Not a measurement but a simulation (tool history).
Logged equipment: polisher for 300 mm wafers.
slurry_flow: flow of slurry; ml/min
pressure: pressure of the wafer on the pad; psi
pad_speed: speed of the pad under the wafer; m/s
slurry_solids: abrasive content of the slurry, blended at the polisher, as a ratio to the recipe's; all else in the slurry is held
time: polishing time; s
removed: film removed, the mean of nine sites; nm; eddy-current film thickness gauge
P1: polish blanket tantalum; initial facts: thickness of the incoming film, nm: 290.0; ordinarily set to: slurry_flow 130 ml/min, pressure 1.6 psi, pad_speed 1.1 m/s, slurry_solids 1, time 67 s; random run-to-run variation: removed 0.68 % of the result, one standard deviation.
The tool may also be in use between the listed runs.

run 1 hour=8.4 | slurry_flow=130 pressure=1.6 pad_speed=1.1 slurry_solids=1 time=67 | removed=114.16
run 2 hour=26 | slurry_flow=130 pressure=0.7 pad_speed=1.1 slurry_solids=1 time=67 | removed=49.941
run 3 hour=44.5 | slurry_flow=130 pressure=1.6 pad_speed=1.1 slurry_solids=1 time=67 | removed=114.58
run 4 hour=58.7 | slurry_flow=130 pressure=1.6 pad_speed=1.1 slurry_solids=1 time=67 | removed=114.03
run 5 hour=68.3 | slurry_flow=130 pressure=1.6 pad_speed=1.1 slurry_solids=1 time=67 | removed=114.56
run 6 hour=78.5 | slurry_flow=130 pressure=2.2 pad_speed=1.1 slurry_solids=1 time=67 | removed=157.13
run 7 hour=92 | slurry_flow=130 pressure=1.6 pad_speed=1.1 slurry_solids=1 time=36 | removed=62.233
run 8 hour=105.2 | slurry_flow=130 pressure=1.6 pad_speed=1.1 slurry_solids=1.4 time=67 | removed=125.08
run 9 hour=114.7 | slurry_flow=130 pressure=1.6 pad_speed=0.52 slurry_solids=1 time=67 | removed=53.875
run 10 hour=130 | slurry_flow=190 pressure=1.6 pad_speed=1.1 slurry_solids=1 time=67 | removed=122.93
run 11 hour=147.4 | slurry_flow=80 pressure=1.6 pad_speed=1.1 slurry_solids=1 time=67 | removed=101.81
run 12 hour=163.6 | slurry_flow=130 pressure=0.8 pad_speed=1.1 slurry_solids=0.75 time=67 | removed=52.569
run 13 hour=179.2 | slurry_flow=185 pressure=1.6 pad_speed=1.1 slurry_solids=0.7 time=67 | removed=108.29
run 14 hour=187.6 | slurry_flow=130 pressure=1.6 pad_speed=1.74 slurry_solids=1 time=67 | removed=183.28
run 15 hour=198 | slurry_flow=130 pressure=1.6 pad_speed=1.1 slurry_solids=0.5 time=67 | removed=89.977

What will run 16 give?
run 16 hour=215.2 | slurry_flow=130 pressure=1.6 pad_speed=1.1 slurry_solids=1 time=98 | removed=?

Run 16 measured removed 169.63 nm.
